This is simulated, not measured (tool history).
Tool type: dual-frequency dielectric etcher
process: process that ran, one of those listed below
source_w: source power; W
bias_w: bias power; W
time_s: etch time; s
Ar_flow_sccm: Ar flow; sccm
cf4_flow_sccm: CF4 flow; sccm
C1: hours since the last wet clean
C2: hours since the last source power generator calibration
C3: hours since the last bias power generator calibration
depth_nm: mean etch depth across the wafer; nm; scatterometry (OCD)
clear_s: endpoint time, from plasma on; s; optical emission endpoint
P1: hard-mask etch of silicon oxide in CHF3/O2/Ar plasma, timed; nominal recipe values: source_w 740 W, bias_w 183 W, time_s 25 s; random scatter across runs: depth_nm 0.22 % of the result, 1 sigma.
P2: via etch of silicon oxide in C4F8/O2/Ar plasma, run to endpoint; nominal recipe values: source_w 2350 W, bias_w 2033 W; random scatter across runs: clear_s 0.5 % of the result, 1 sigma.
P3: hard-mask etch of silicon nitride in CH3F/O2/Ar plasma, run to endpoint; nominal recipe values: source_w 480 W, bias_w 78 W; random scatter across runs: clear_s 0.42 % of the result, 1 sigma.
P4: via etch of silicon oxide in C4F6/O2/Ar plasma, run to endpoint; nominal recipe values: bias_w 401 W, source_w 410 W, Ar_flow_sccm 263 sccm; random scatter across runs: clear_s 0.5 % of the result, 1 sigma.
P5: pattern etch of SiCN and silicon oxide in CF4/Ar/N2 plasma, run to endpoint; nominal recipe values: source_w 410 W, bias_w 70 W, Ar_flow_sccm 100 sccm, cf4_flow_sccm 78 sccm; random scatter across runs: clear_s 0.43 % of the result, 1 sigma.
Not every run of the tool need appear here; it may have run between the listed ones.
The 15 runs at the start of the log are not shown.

run 16 hour=127.3 | process=P2 source_w=2350 bias_w=2033 | C1=271.6 C2=512.9 C3=400.5 | clear_s=335.64
run 17 hour=133.6 | process=P5 source_w=410 bias_w=70 Ar_flow_sccm=70 cf4_flow_sccm=78 | C1=277.9 C2=519.2 C3=406.8 | clear_s=17.47
run 18 hour=145 | process=P2 source_w=2350 bias_w=2691 | C1=289.3 C2=530.6 C3=418.2 | clear_s=309.78
run 19 hour=152.5 | process=P2 source_w=2350 bias_w=2033 | C1=296.8 C2=538.1 C3=425.7 | clear_s=336.04
run 20 hour=158.5 | process=P5 source_w=410 bias_w=44 Ar_flow_sccm=100 cf4_flow_sccm=78 | C1=302.8 C2=544.1 C3=431.7 | clear_s=21.339
run 21 hour=169.4 | process=P3 source_w=480 bias_w=78 | C1=313.7 C2=555 C3=442.6 | clear_s=58.558
run 22 hour=177 | process=P4 source_w=410 bias_w=401 Ar_flow_sccm=263 | C1=321.3 C2=562.6 C3=450.2 | clear_s=24.333
run 23 hour=186 | process=P1 source_w=740 bias_w=183 time_s=25 | C1=330.3 C2=571.6 C3=459.2 | depth_nm=55.285
run 24 hour=191.2 | process=P1 source_w=740 bias_w=183 time_s=35.5 | C1=335.5 C2=576.8 C3=464.4 | depth_nm=78.235
run 25 hour=200.5 | process=P4 source_w=410 bias_w=241 Ar_flow_sccm=263 | C1=344.8 C2=586.1 C3=473.7 | clear_s=28.821
run 26 hour=206.8 | process=P2 source_w=1400 bias_w=2033 | C1=351.1 C2=592.4 C3=480 | clear_s=414.07
run 27 hour=216.3 | process=P3 source_w=280 bias_w=78 | C1=360.6 C2=601.9 C3=489.5 | clear_s=71.497
run 28 hour=222.9 | process=P1 source_w=740 bias_w=130 time_s=25 | C1=367.2 C2=608.5 C3=496.1 | depth_nm=49.399

Run 29 is up next; what results do you expect?
run 29 hour=232.5 | process=P3 source_w=480 bias_w=78 | C1=376.8 C2=618.1 C3=505.7 | clear_s=?

clear_s: 58.867 s
